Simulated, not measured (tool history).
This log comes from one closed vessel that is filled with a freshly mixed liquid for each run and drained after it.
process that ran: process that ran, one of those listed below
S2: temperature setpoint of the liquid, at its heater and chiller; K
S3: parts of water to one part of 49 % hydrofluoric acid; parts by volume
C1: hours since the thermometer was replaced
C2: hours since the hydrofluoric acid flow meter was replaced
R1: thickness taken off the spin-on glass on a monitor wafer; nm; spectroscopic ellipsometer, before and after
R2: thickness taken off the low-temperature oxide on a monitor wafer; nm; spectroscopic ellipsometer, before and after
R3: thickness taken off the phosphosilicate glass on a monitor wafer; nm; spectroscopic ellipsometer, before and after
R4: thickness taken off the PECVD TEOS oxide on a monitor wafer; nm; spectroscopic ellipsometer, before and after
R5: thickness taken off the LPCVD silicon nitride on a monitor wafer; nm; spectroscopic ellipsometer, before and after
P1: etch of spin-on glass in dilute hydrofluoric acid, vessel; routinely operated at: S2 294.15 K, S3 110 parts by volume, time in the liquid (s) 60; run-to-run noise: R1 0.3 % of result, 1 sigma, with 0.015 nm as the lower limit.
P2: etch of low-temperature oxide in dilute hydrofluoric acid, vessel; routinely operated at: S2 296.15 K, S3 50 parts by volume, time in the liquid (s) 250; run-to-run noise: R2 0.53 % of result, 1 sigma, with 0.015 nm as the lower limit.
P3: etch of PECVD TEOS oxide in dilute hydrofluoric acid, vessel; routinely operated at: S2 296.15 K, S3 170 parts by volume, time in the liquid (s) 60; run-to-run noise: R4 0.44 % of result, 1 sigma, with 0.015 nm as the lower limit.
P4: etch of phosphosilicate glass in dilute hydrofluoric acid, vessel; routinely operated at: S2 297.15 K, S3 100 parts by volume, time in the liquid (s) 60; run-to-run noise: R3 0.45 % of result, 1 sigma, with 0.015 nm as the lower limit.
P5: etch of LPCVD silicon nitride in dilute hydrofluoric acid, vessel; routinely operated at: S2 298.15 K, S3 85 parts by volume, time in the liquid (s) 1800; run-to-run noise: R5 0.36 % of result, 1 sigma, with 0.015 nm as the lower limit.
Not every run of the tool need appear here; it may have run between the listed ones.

Run 1, hour 2.9: process that ran P1, S2 294.15 K, S3 110 parts by volume, time in the liquid (s) 60; C1 507.0; C2 539.5. Result: R1 15.6250 nm.
Run 2, hour 7.7: process that ran P2, S2 296.15 K, S3 50 parts by volume, time in the liquid (s) 250; C1 511.8; C2 544.3. Result: R2 55.628 nm.
Run 3, hour 11.5: process that ran P1, S2 294.15 K, S3 110 parts by volume, time in the liquid (s) 60; C1 515.6; C2 548.1. Result: R1 15.6740 nm.
Run 4, hour 14.8: process that ran P2, S2 296.15 K, S3 25 parts by volume, time in the liquid (s) 250; C1 518.9; C2 551.4. Result: R2 114.680 nm.
Run 5, hour 18.2: process that ran P4, S2 297.15 K, S3 20 parts by volume, time in the liquid (s) 60; C1 522.3; C2 554.8. Result: R3 483.160 nm.
Run 6, hour 23.3: process that ran P4, S2 297.15 K, S3 100 parts by volume, time in the liquid (s) 60; C1 527.4; C2 559.9. Result: R3 87.142 nm.
Run 7, hour 27.0: process that ran P2, S2 303.65 K, S3 50 parts by volume, time in the liquid (s) 250; C1 531.1; C2 563.6. Result: R2 74.824 nm.
Run 8, hour 33.0: process that ran P3, S2 296.15 K, S3 170 parts by volume, time in the liquid (s) 60; C1 537.1; C2 569.6. Result: R4 4.8255 nm.
Run 9, hour 36.6: process that ran P1, S2 294.15 K, S3 110 parts by volume, time in the liquid (s) 60; C1 540.7; C2 573.2. Result: R1 15.6900 nm.
Run 10, hour 40.1: process that ran P1, S2 294.15 K, S3 110 parts by volume, time in the liquid (s) 110; C1 544.2; C2 576.7. Result: R1 28.6700 nm.
Run 11, hour 43.6: process that ran P1, S2 298.65 K, S3 110 parts by volume, time in the liquid (s) 60; C1 547.7; C2 580.2. Result: R1 18.7170 nm.
Run 12, hour 48.9: process that ran P5, S2 298.15 K, S3 30 parts by volume, time in the liquid (s) 1800; C1 553.0; C2 585.5. Result: R5 33.15000 nm.
Run 13, hour 54.3: process that ran P3, S2 296.15 K, S3 300 parts by volume, time in the liquid (s) 60; C1 558.4; C2 590.9. Result: R4 2.3860 nm.
Run 14, hour 59.2: process that ran P4, S2 297.15 K, S3 100 parts by volume, time in the liquid (s) 60; C1 563.3; C2 595.8. Result: R3 87.003 nm.
Run 15, hour 61.9: process that ran P1, S2 294.15 K, S3 110 parts by volume, time in the liquid (s) 60; C1 566.0; C2 598.5. Result: R1 15.6490 nm.
Run 16, hour 68.1: process that ran P1, S2 297.65 K, S3 25 parts by volume, time in the liquid (s) 60; C1 572.2; C2 604.7. Result: R1 87.9870 nm.
Run 17, hour 73.6: process that ran P3, S2 296.15 K, S3 170 parts by volume, time in the liquid (s) 105; C1 577.7; C2 610.2. Result: R4 8.3996 nm.
Run 18, hour 79.4: process that ran P1, S2 294.15 K, S3 110 parts by volume, time in the liquid (s) 60; C1 583.5; C2 616.0. Result: R1 15.6410 nm.
Run 19, hour 82.7: process that ran P1, S2 301.65 K, S3 65 parts by volume, time in the liquid (s) 60; C1 586.8; C2 619.3. Result: R1 37.6380 nm.
Run 20, hour 85.9: process that ran P3, S2 290.15 K, S3 170 parts by volume, time in the liquid (s) 60; C1 590.0; C2 622.5. Result: R4 3.7859 nm.
Run 21, hour 90.8: process that ran P1, S2 294.15 K, S3 170 parts by volume, time in the liquid (s) 60; C1 594.9; C2 627.4. Result: R1 9.5283 nm.
Run 22, hour 95.7: process that ran P5, S2 298.15 K, S3 85 parts by volume, time in the liquid (s) 85; C1 599.8; C2 632.3. Result: R5 0.56308 nm.
Run 23, hour 101.8: process that ran P5, S2 298.15 K, S3 85 parts by volume, time in the liquid (s) 1800; C1 605.9; C2 638.4. Result: R5 12.09100 nm.
Run 24, hour 105.4: process that ran P1, S2 294.15 K, S3 110 parts by volume, time in the liquid (s) 30; C1 609.5; C2 642.0. Result: R1 7.8215 nm.
Run 25, hour 109.5: process that ran P1, S2 294.15 K, S3 110 parts by volume, time in the liquid (s) 60; C1 613.6; C2 646.1. Result: R1 15.5250 nm.
Run 26, hour 115.1: process that ran P5, S2 291.15 K, S3 85 parts by volume, time in the liquid (s) 1800; C1 619.2; C2 651.7. Result: R5 7.49310 nm.
Run 27, hour 121.3: process that ran P5, S2 298.15 K, S3 85 parts by volume, time in the liquid (s) 1800; C1 625.4; C2 657.9. Result: R5 12.01800 nm.
Run 28, hour 124.7: process that ran P2, S2 296.15 K, S3 50 parts by volume, time in the liquid (s) 415; C1 628.8; C2 661.3. Result: R2 91.596 nm.
Run 29, hour 129.6: process that ran P1, S2 290.15 K, S3 110 parts by volume, time in the liquid (s) 60; C1 633.7; C2 666.2. Result: R1 13.2590 nm.
Run 30, hour 135.5: process that ran P1, S2 294.15 K, S3 110 parts by volume, time in the liquid (s) 60; C1 639.6; C2 672.1. Result: R1 15.5990 nm.
Run 31, hour 139.8: process that ran P1, S2 294.15 K, S3 55 parts by volume, time in the liquid (s) 60; C1 643.9; C2 676.4. Result: R1 33.3410 nm.
Run 32, hour 145.7: process that ran P4, S2 297.15 K, S3 100 parts by volume, time in the liquid (s) 30; C1 649.8; C2 682.3. Result: R3 43.711 nm.
Run 33, hour 151.7: process that ran P2, S2 296.15 K, S3 50 parts by volume, time in the liquid (s) 250; C1 655.8; C2 688.3. Result: R2 54.581 nm.
Run 34, hour 154.9: process that ran P4, S2 303.65 K, S3 100 parts by volume, time in the liquid (s) 60; C1 659.0; C2 691.5. Result: R3 111.450 nm.
Run 35, hour 157.9: process that ran P1, S2 294.15 K, S3 110 parts by volume, time in the liquid (s) 60; C1 662.0; C2 694.5. Result: R1 15.5750 nm.
Run 36, hour 161.8: process that ran P1, S2 294.15 K, S3 110 parts by volume, time in the liquid (s) 60; C1 665.9; C2 698.4. Result: R1 15.0060 nm.
Run 37, hour 164.6: process that ran P1, S2 294.15 K, S3 110 parts by volume, time in the liquid (s) 60; C1 668.7; C2 701.2. Result: R1 14.7800 nm.
Run 38, hour 169.2: process that ran P1, S2 294.15 K, S3 110 parts by volume, time in the liquid (s) 60; C1 673.3; C2 705.8. Result: R1 14.5560 nm.
Run 39, hour 173.6: process that ran P1, S2 294.15 K, S3 110 parts by volume, time in the liquid (s) 60; C1 677.7; C2 710.2. Result: R1 14.4170 nm.
Run 40, hour 177.6: process that ran P1, S2 294.15 K, S3 110 parts by volume, time in the liquid (s) 60; C1 681.7; C2 714.2. Result: R1 14.4760 nm.
Run 41, hour 180.9: process that ran P1, S2 294.15 K, S3 110 parts by volume, time in the liquid (s) 60; C1 685.0; C2 717.5. Result: R1 14.4470 nm.

P1 no longer gives what it gave before; its output has crept away from where it was. The following 2 causes, each at its listed size, fit the log equally well:
A: hydrofluoric acid flow below the setpoint (%) = 6.97
B: liquid colder than its thermometer reads (K) = 2
The onset of the drift is placed at about hour 157.9.

Consider the 4 single-wafer check runs listed below, results given as question marks: which one distinguishes between the causes by giving clearly different results for each?
Run check 1, hour 184.2: process that ran P2, S2 299.65 K, S3 50 parts by volume, time in the liquid (s) 250. Result: R2 ?.
Run check 2, hour 184.2: process that ran P3, S2 290.15 K, S3 295 parts by volume, time in the liquid (s) 60. Result: R4 ?.
Run check 3, hour 184.2: process that ran P4, S2 302.15 K, S3 45 parts by volume, time in the liquid (s) 60. Result: R3 ?.
Run check 4, hour 184.2: process that ran P5, S2 291.15 K, S3 85 parts by volume, time in the liquid (s) 1800. Result: R5 ?.

If the cause were each of the candidates in turn, the checks would give the following:
  check  result     if A     if B
check 1      R2   58.729   58.509
check 2      R4   1.7892   1.8139
check 3      R3  235.010  234.350
check 4      R5  6.97570  6.50370
Gap, in per cent, between the two causes that each check separates least, read from the result that separates them most: check 1 0.37 %; check 2 1.37 %; check 3 0.28 %; check 4 7.01 %
Check 4 distinguishes between the causes, while the remaining checks would return nearly the same result for all of them.

Check 4 was then run and gave: R5 6.91660 nm. Which cause is it?

The correct cause is A, namely: hydrofluoric acid flow below the setpoint (%).

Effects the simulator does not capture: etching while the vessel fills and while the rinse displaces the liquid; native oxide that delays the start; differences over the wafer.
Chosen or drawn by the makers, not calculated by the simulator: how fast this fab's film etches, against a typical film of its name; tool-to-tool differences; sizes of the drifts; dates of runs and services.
